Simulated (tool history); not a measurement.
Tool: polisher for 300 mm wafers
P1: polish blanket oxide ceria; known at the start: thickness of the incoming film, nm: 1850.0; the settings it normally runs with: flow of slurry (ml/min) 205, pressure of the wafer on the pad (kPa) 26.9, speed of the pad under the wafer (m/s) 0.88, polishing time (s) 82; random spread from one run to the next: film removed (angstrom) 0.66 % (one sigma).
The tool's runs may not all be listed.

run	day	flow of slurry (ml/min)	pressure of the wafer on the pad (kPa)	speed of the pad under the wafer (m/s)	polishing time (s)	wafers polished on this pad	hours since the slurry nozzle was cleaned	hours since the head pressure was calibrated	film removed (angstrom)
1	0.250	205	26.9	0.88	82	280	225.8	562.3	3964.8
2	0.475	205	26.9	0.88	82	347	231.2	567.7	3962.6
3	0.871	125	26.9	0.88	102	464	240.7	577.2	4526.1
4	1.183	310	26.9	0.88	82	557	248.2	584.7	4162.0
5	1.604	205	17.2	0.88	82	682	258.3	594.8	2520.3
6	1.888	205	26.9	0.88	82	765	265.1	601.6	3960.0
7	2.267	205	26.9	1.18	55	878	274.2	610.7	3525.2
8	2.558	205	26.9	0.64	82	964	281.2	617.7	2873.7
9	2.850	125	26.9	0.88	82	1051	288.2	624.7	3649.2
10	3.083	205	26.9	1.36	82	1120	293.8	630.3	6128.3
11	3.346	205	26.9	0.88	117	1197	300.1	636.6	5735.1
12	3.721	205	26.9	0.88	82	1308	309.1	645.6	3917.1
13	3.925	205	40.7	0.88	82	1369	314.0	650.5	5960.6
14	4.350	205	26.9	0.88	47	1495	324.2	660.7	2303.2
15	4.567	205	26.9	0.88	82	1559	329.4	665.9	3970.9
16	4.862	205	26.9	0.88	82	1647	336.5	673.0	3965.2
17	5.129	205	26.9	0.88	82	1726	342.9	679.4	3907.7
18	5.504	205	26.9	0.88	82	1837	351.9	688.4	3793.1
19	5.808	205	26.9	0.88	82	1927	359.2	695.7	3740.7
# day 6.033: head pressure recalibrated
20	6.071	205	26.9	0.88	82	2004	365.5	0.9	3749.0
21	6.354	205	26.9	0.88	82	2088	372.3	7.7	3717.5
22	6.642	205	26.9	0.88	82	2174	379.2	14.6	3640.2
23	6.883	205	26.9	0.88	82	2245	385.0	20.4	3704.3
24	7.200	205	26.9	0.88	82	2339	392.6	28.0	3669.4

Something has made what P1 gives creep away from where it was; the 2 causes below, each at its own stated size, fit the log equally well:
A: removal rate lost through wear of the pad, % = 7.4
B: slurry flow missing at the pad, % = 37.5
The creep began at about day 4.862.
Why every other cause is out:
head's pressure below its setpoint, %: serviced at day 6.033, which brought nothing back

4 check runs are offered, each on 2 wafers whose results are averaged, their results left as question marks. Which one tells the causes apart?
check 1	7.517	135	26.9	0.88	82				?
check 2	7.517	205	35.2	0.88	82				?
check 3	7.517	205	26.9	1.08	65				?
check 4	7.517	205	26.9	1.18	82				?

Expected result of each check under each candidate cause:
check	result	if A	if B
check 1	film removed (angstrom)	3426.8	3307.0
check 2	film removed (angstrom)	4790.3	4789.7
check 3	film removed (angstrom)	3563.7	3563.2
check 4	film removed (angstrom)	4912.0	4911.4
Gap, in per cent, between the two causes that each check separates least, read from the result that separates them most: check 1 3.56 %; check 2 0.01 %; check 3 0.01 %; check 4 0.01 %
The other checks would show nearly matching results whichever cause is true, so check 1 is the only one that separates the causes.

Check 1 was carried out, with these results: film removed (angstrom) 3272.3. Which of the listed causes is responsible?

The cause is B: slurry flow missing at the pad, %.
